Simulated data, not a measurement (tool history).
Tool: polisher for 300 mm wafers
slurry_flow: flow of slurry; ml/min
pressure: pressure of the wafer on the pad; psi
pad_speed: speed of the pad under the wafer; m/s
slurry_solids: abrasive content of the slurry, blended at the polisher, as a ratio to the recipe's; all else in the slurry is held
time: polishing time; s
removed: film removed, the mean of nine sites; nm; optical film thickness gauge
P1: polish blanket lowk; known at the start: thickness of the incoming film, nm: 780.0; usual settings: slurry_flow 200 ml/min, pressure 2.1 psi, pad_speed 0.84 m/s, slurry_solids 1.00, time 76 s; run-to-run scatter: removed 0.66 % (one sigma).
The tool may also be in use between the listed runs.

run 1 day=0.408 | slurry_flow=200 pressure=2.1 pad_speed=0.84 slurry_solids=1.00 time=76 | removed=25.8570
run 2 day=0.792 | slurry_flow=200 pressure=2.1 pad_speed=0.52 slurry_solids=1.00 time=76 | removed=17.4760
run 3 day=1.208 | slurry_flow=265 pressure=2.1 pad_speed=0.84 slurry_solids=1.00 time=76 | removed=26.5030
run 4 day=1.562 | slurry_flow=200 pressure=2.1 pad_speed=0.84 slurry_solids=0.55 time=76 | removed=19.0650
run 5 day=2.146 | slurry_flow=200 pressure=2.1 pad_speed=0.38 slurry_solids=1.00 time=53 | removed=9.5379
run 6 day=2.529 | slurry_flow=200 pressure=2.1 pad_speed=0.84 slurry_solids=1.40 time=58 | removed=22.7790
run 7 day=2.967 | slurry_flow=120 pressure=2.1 pad_speed=0.84 slurry_solids=1.00 time=76 | removed=23.6600
run 8 day=3.379 | slurry_flow=200 pressure=2.1 pad_speed=0.84 slurry_solids=1.00 time=76 | removed=25.8780
run 9 day=3.954 | slurry_flow=200 pressure=2.1 pad_speed=1.28 slurry_solids=1.00 time=76 | removed=36.4160
run 10 day=4.492 | slurry_flow=200 pressure=2.1 pad_speed=0.84 slurry_solids=1.00 time=76 | removed=26.1170
run 11 day=4.896 | slurry_flow=200 pressure=2.7 pad_speed=0.84 slurry_solids=1.00 time=76 | removed=33.4270
run 12 day=5.429 | slurry_flow=200 pressure=2.1 pad_speed=0.84 slurry_solids=1.00 time=44 | removed=14.9470
run 13 day=5.742 | slurry_flow=200 pressure=2.6 pad_speed=1.04 slurry_solids=1.00 time=76 | removed=38.1640
run 14 day=6.333 | slurry_flow=200 pressure=2.1 pad_speed=0.84 slurry_solids=1.50 time=76 | removed=30.8180

Run 15 comes next. What will it give?
-- day=6.588 slurry nozzle cleaned
run 15 day=6.654 | slurry_flow=200 pressure=1.1 pad_speed=0.84 slurry_solids=1.00 time=76 | removed=?

{"run 15": {"removed": 13.572}}
